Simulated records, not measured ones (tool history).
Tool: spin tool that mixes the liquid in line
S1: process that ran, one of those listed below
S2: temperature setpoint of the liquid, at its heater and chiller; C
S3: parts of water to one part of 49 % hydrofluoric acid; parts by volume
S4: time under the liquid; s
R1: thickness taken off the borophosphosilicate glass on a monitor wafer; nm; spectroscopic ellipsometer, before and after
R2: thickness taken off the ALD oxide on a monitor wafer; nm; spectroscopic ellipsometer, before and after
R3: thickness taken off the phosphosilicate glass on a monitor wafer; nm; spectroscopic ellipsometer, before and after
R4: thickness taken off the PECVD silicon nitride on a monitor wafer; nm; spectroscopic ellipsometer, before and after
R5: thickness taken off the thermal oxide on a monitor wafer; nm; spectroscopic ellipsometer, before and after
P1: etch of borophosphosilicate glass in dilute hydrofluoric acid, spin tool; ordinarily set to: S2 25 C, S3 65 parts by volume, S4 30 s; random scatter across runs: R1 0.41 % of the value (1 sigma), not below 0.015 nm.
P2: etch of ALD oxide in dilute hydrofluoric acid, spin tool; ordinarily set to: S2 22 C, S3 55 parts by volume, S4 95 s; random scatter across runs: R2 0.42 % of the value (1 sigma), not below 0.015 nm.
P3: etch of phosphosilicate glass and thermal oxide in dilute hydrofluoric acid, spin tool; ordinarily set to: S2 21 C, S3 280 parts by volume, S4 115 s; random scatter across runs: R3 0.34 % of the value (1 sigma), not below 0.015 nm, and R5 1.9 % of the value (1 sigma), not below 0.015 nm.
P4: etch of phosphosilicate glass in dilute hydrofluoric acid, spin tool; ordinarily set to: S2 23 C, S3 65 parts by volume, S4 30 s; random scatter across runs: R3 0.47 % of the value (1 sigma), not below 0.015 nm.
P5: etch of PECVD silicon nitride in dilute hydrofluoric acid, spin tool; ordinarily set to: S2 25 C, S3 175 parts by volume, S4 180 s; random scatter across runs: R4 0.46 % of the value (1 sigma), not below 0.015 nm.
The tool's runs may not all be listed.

run 1 hour=6 | S1=P1 S2=25 S3=65 S4=30 | R1=26.481
run 2 hour=10.2 | S1=P1 S2=25 S3=40 S4=30 | R1=44.549
run 3 hour=14.8 | S1=P2 S2=22 S3=55 S4=185 | R2=31.477
run 4 hour=20.5 | S1=P4 S2=31 S3=65 S4=30 | R3=86.717
run 5 hour=25.7 | S1=P1 S2=25 S3=65 S4=30 | R1=26.634
run 6 hour=30.1 | S1=P1 S2=19 S3=65 S4=15 | R1=10.258
run 7 hour=36.7 | S1=P4 S2=23 S3=65 S4=15 | R3=31.582
run 8 hour=41.2 | S1=P5 S2=25 S3=175 S4=265 | R4=9.2615
run 9 hour=47.1 | S1=P1 S2=19 S3=65 S4=30 | R1=20.79
run 10 hour=53.1 | S1=P2 S2=22 S3=55 S4=95 | R2=16.102
run 11 hour=60.2 | S1=P2 S2=17 S3=55 S4=95 | R2=13.043
run 12 hour=63.8 | S1=P2 S2=22 S3=100 S4=95 | R2=8.4469
run 13 hour=68.9 | S1=P5 S2=25 S3=175 S4=180 | R4=6.3409
run 14 hour=74.9 | S1=P1 S2=25 S3=100 S4=30 | R1=16.532
run 15 hour=81.7 | S1=P1 S2=25 S3=65 S4=30 | R1=26.491
-- hour=87.1 hydrofluoric acid flow meter replaced
run 16 hour=89 | S1=P4 S2=23 S3=20 S4=30 | R3=217.97
run 17 hour=95.8 | S1=P5 S2=18.5 S3=175 S4=180 | R4=4.0913
run 18 hour=99.2 | S1=P5 S2=25 S3=175 S4=180 | R4=6.2822
run 19 hour=104.4 | S1=P3 S2=17 S3=280 S4=115 | R3=38.123 R5=1.1918
run 20 hour=109.9 | S1=P1 S2=32.5 S3=65 S4=30 | R1=35.627
run 21 hour=116.3 | S1=P3 S2=21 S3=280 S4=190 | R3=73.135 R5=2.2091
run 22 hour=122.4 | S1=P3 S2=21 S3=55 S4=115 | R3=285.51 R5=8.6037
run 23 hour=130 | S1=P2 S2=22 S3=55 S4=95 | R2=16.145
run 24 hour=133.3 | S1=P1 S2=25 S3=65 S4=45 | R1=39.424
run 25 hour=140.4 | S1=P1 S2=25 S3=65 S4=15 | R1=13.177
run 26 hour=144.6 | S1=P1 S2=25 S3=65 S4=30 | R1=26.504
run 27 hour=152.2 | S1=P1 S2=25 S3=25 S4=50 | R1=121.75
run 28 hour=155.9 | S1=P3 S2=21 S3=280 S4=115 | R3=44.144 R5=1.3775
run 29 hour=161.3 | S1=P3 S2=21 S3=280 S4=115 | R3=44.184 R5=1.4097
run 30 hour=165.8 | S1=P4 S2=23 S3=65 S4=30 | R3=63.583
run 31 hour=172.3 | S1=P5 S2=25 S3=50 S4=180 | R4=21.778
run 32 hour=178.6 | S1=P1 S2=25 S3=65 S4=30 | R1=26.628
run 33 hour=182.8 | S1=P1 S2=25 S3=65 S4=30 | R1=25.916

The next listed run, before its measurement:
run 34 hour=188.2 | S1=P1 S2=25 S3=65 S4=30 | R1=?

{"run 34": {"R1": 25.745}}
